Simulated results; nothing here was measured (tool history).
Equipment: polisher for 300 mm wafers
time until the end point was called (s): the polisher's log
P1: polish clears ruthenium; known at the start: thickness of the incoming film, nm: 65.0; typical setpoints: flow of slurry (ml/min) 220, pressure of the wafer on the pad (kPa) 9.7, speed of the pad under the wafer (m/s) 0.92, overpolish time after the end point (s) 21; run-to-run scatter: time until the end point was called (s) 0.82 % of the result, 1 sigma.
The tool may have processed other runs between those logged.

run	hour	flow of slurry (ml/min)	pressure of the wafer on the pad (kPa)	speed of the pad under the wafer (m/s)	overpolish time after the end point (s)	wafers polished on this pad	hours since the slurry nozzle was cleaned	hours since the head pressure was calibrated	time until the end point was called (s)
1	5.1	220	9.7	0.92	21	886	124.4	328.6	107.87
2	7.6	220	9.7	1.22	21	903	126.9	331.1	81.744
3	10.4	220	9.7	0.92	21	922	129.7	333.9	106.83
4	14.1	130	9.7	0.92	21	948	133.4	337.6	118.94
5	18.6	220	9.7	0.92	21	979	137.9	342.1	108.18
6	23.6	220	9.7	0.92	21	1013	142.9	347.1	107.65
7	28.3	220	9.7	0.92	6	1046	147.6	351.8	109.14
8	32.7	220	9.7	0.42	21	1076	152	356.2	237.21
9	35.1	220	9.7	0.92	21	1092	154.4	358.6	108.19
10	38.8	285	9.7	0.92	21	1118	158.1	362.3	106.54
11	43	220	15.2	0.92	21	1147	162.3	366.5	68.722
12	45.9	305	9.7	0.92	39	1167	165.2	369.4	106.14
13	49.7	220	9.7	0.92	40	1193	169	373.2	107.98
14	53.9	220	5.5	0.92	21	1222	173.2	377.4	188.71
15	57.1	220	9.7	0.92	21	1244	176.4	380.6	109.01
16	60	220	6.9	1.42	21	1264	179.3	383.5	98.265
17	63.7	220	9.7	0.92	21	1289	183	387.2	108.01
18	67.9	220	9.7	0.92	21	1318	187.2	391.4	108.96
19	71.2	220	9.7	0.92	21	1341	190.5	394.7	111.71

For run 20, what comes out?
20	75.9	220	9.7	0.92	21	1373	195.2	399.4	?

time until the end point was called (s): 114.6
